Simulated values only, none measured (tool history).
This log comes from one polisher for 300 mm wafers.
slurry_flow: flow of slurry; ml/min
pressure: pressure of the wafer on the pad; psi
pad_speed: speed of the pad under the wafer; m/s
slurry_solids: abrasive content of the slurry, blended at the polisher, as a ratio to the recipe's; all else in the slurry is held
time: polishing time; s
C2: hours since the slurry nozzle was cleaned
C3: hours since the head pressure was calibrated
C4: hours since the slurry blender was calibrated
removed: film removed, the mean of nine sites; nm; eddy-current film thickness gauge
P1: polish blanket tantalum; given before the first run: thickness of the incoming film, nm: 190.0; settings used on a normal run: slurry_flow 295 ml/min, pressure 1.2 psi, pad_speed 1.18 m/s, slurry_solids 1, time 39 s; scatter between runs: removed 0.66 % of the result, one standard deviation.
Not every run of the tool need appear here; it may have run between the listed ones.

Run 1, hour 10.5: slurry_flow 295 ml/min, pressure 1.2 psi, pad_speed 1.18 m/s, slurry_solids 1, time 39 s; wafers polished on this pad 607; C2 90.6; C3 428.7; C4 118.2. Result: removed 44.756 nm.
Run 2, hour 22.7: slurry_flow 430 ml/min, pressure 1.2 psi, pad_speed 1.18 m/s, slurry_solids 1, time 39 s; wafers polished on this pad 718; C2 102.8; C3 440.9; C4 130.4. Result: removed 46.367 nm.
Run 3, hour 28.6: slurry_flow 295 ml/min, pressure 0.6 psi, pad_speed 1.18 m/s, slurry_solids 1, time 39 s; wafers polished on this pad 772; C2 108.7; C3 446.8; C4 136.3. Result: removed 22.103 nm.
Run 4, hour 37.3: slurry_flow 295 ml/min, pressure 1.2 psi, pad_speed 1.18 m/s, slurry_solids 0.55, time 39 s; wafers polished on this pad 852; C2 117.4; C3 455.5; C4 145. Result: removed 36.065 nm.
Run 5, hour 44.3: slurry_flow 295 ml/min, pressure 1.2 psi, pad_speed 0.76 m/s, slurry_solids 1, time 39 s; wafers polished on this pad 916; C2 124.4; C3 462.5; C4 152. Result: removed 28.886 nm.
Run 6, hour 52: slurry_flow 295 ml/min, pressure 1.2 psi, pad_speed 1.18 m/s, slurry_solids 1, time 39 s; wafers polished on this pad 986; C2 132.1; C3 470.2; C4 159.7. Result: removed 44.748 nm.
Run 7, hour 58.5: slurry_flow 295 ml/min, pressure 1.2 psi, pad_speed 1.18 m/s, slurry_solids 1, time 54 s; wafers polished on this pad 1046; C2 138.6; C3 476.7; C4 166.2. Result: removed 61.629 nm.
Run 8, hour 70.9: slurry_flow 295 ml/min, pressure 1.2 psi, pad_speed 1.58 m/s, slurry_solids 1, time 39 s; wafers polished on this pad 1159; C2 151; C3 489.1; C4 178.6. Result: removed 59.904 nm.
Run 9, hour 80.1: slurry_flow 295 ml/min, pressure 1.2 psi, pad_speed 1.18 m/s, slurry_solids 1, time 39 s; wafers polished on this pad 1243; C2 160.2; C3 498.3; C4 187.8. Result: removed 45.703 nm.
Run 10, hour 88.5: slurry_flow 295 ml/min, pressure 1.7 psi, pad_speed 1.18 m/s, slurry_solids 1, time 39 s; wafers polished on this pad 1320; C2 168.6; C3 506.7; C4 196.2. Result: removed 63.724 nm.
Run 11, hour 96.2: slurry_flow 295 ml/min, pressure 1.2 psi, pad_speed 1.18 m/s, slurry_solids 1, time 39 s; wafers polished on this pad 1391; C2 176.3; C3 514.4; C4 203.9. Result: removed 44.825 nm.
Run 12, hour 105.4: slurry_flow 180 ml/min, pressure 1.2 psi, pad_speed 1.18 m/s, slurry_solids 1, time 39 s; wafers polished on this pad 1475; C2 185.5; C3 523.6; C4 213.1. Result: removed 42.561 nm.
Run 13, hour 112.7: slurry_flow 295 ml/min, pressure 1.2 psi, pad_speed 1.18 m/s, slurry_solids 1.3, time 39 s; wafers polished on this pad 1541; C2 192.8; C3 530.9; C4 220.4. Result: removed 48.519 nm.
Run 14, hour 118.7: slurry_flow 295 ml/min, pressure 1.2 psi, pad_speed 1.18 m/s, slurry_solids 1, time 39 s; wafers polished on this pad 1596; C2 198.8; C3 536.9; C4 226.4. Result: removed 44.98 nm.
Run 15, hour 125.4: slurry_flow 295 ml/min, pressure 1.5 psi, pad_speed 1.56 m/s, slurry_solids 1, time 39 s; wafers polished on this pad 1658; C2 205.5; C3 543.6; C4 233.1. Result: removed 74.002 nm.
Run 16, hour 137.9: slurry_flow 295 ml/min, pressure 1.2 psi, pad_speed 1.18 m/s, slurry_solids 1, time 39 s; wafers polished on this pad 1772; C2 218; C3 556.1; C4 245.6. Result: removed 44.617 nm.
Run 17, hour 145: slurry_flow 295 ml/min, pressure 1.2 psi, pad_speed 1.18 m/s, slurry_solids 1, time 18 s; wafers polished on this pad 1837; C2 225.1; C3 563.2; C4 252.7. Result: removed 20.703 nm.
Run 18, hour 153.3: slurry_flow 295 ml/min, pressure 1.2 psi, pad_speed 1.18 m/s, slurry_solids 1, time 39 s; wafers polished on this pad 1913; C2 233.4; C3 571.5; C4 261. Result: removed 44.845 nm.
Run 19, hour 160.1: slurry_flow 295 ml/min, pressure 1.2 psi, pad_speed 1.18 m/s, slurry_solids 1, time 39 s; wafers polished on this pad 1975; C2 240.2; C3 578.3; C4 267.8. Result: removed 44.04 nm.

What does the tool deliver on the next run?
Run 20, hour 167.3: slurry_flow 295 ml/min, pressure 1.2 psi, pad_speed 1.18 m/s, slurry_solids 1, time 39 s; wafers polished on this pad 2041; C2 247.4; C3 585.5; C4 275. Result: removed ?.

removed: 43.335 nm
